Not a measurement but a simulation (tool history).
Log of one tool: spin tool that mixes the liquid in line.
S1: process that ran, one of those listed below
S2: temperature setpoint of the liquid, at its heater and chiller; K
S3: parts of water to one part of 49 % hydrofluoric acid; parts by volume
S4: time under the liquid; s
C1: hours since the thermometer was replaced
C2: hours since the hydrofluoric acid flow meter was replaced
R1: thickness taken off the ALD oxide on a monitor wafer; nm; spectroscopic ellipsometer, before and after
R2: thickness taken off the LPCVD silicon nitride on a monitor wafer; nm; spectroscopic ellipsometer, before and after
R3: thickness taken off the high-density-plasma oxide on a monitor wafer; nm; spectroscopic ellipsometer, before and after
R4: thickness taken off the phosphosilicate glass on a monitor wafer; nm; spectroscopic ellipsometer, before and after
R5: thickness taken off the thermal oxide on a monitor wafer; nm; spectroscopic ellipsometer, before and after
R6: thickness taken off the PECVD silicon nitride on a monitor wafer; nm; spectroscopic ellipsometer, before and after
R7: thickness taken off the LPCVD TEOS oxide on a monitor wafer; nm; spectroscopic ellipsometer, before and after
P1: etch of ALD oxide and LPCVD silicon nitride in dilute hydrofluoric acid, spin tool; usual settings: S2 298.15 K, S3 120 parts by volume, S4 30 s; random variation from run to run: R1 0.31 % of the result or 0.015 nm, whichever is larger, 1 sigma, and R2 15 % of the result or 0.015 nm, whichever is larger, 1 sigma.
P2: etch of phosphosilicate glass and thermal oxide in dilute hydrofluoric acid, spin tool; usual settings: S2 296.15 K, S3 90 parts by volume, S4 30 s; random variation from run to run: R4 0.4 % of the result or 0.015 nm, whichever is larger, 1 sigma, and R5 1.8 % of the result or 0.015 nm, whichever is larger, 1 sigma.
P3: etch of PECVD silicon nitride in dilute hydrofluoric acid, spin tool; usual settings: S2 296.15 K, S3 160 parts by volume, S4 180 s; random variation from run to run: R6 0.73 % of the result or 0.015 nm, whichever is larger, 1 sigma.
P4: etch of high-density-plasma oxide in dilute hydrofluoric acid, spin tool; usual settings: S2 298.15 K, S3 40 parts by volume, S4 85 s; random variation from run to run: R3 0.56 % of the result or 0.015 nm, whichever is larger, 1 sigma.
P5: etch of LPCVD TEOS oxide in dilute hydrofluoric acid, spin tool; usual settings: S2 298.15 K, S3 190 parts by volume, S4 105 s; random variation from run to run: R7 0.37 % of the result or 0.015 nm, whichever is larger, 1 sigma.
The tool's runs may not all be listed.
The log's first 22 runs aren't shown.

run	hour	S1	S2	S3	S4	C1	C2	R1	R2	R3	R4	R5	R6	R7
23	290.2	P5	298.15	190	105	18.2	1016.6							8.4242
24	298.5	P5	298.15	190	105	26.5	1024.9							8.4547
25	310.0	P3	296.15	160	20	38.0	1036.4						0.36989	
26	321.6	P1	298.15	120	30	49.6	1048.0	7.6117	0.128740					
27	336.7	P1	298.15	120	30	64.7	1063.1	7.5881	0.145740					
28	346.0	P3	290.15	160	180	74.0	1072.4						2.22240	
29	353.9	P1	302.65	120	30	81.9	1080.3	9.0148	0.205830					
30	361.7	P4	305.15	40	85	89.7	1088.1			16.1070				
31	376.3	P1	298.15	40	30	104.3	1102.7	25.4360	0.427440					
32	388.0	P1	298.15	120	30	116.0	1114.4	7.5870	0.103020					

The next listed run, before its measurement:
33	397.0	P1	298.15	120	30	125.0	1123.4	?	?					

Run 33 gave R1 7.8000 nm, R2 0.070019 nm.

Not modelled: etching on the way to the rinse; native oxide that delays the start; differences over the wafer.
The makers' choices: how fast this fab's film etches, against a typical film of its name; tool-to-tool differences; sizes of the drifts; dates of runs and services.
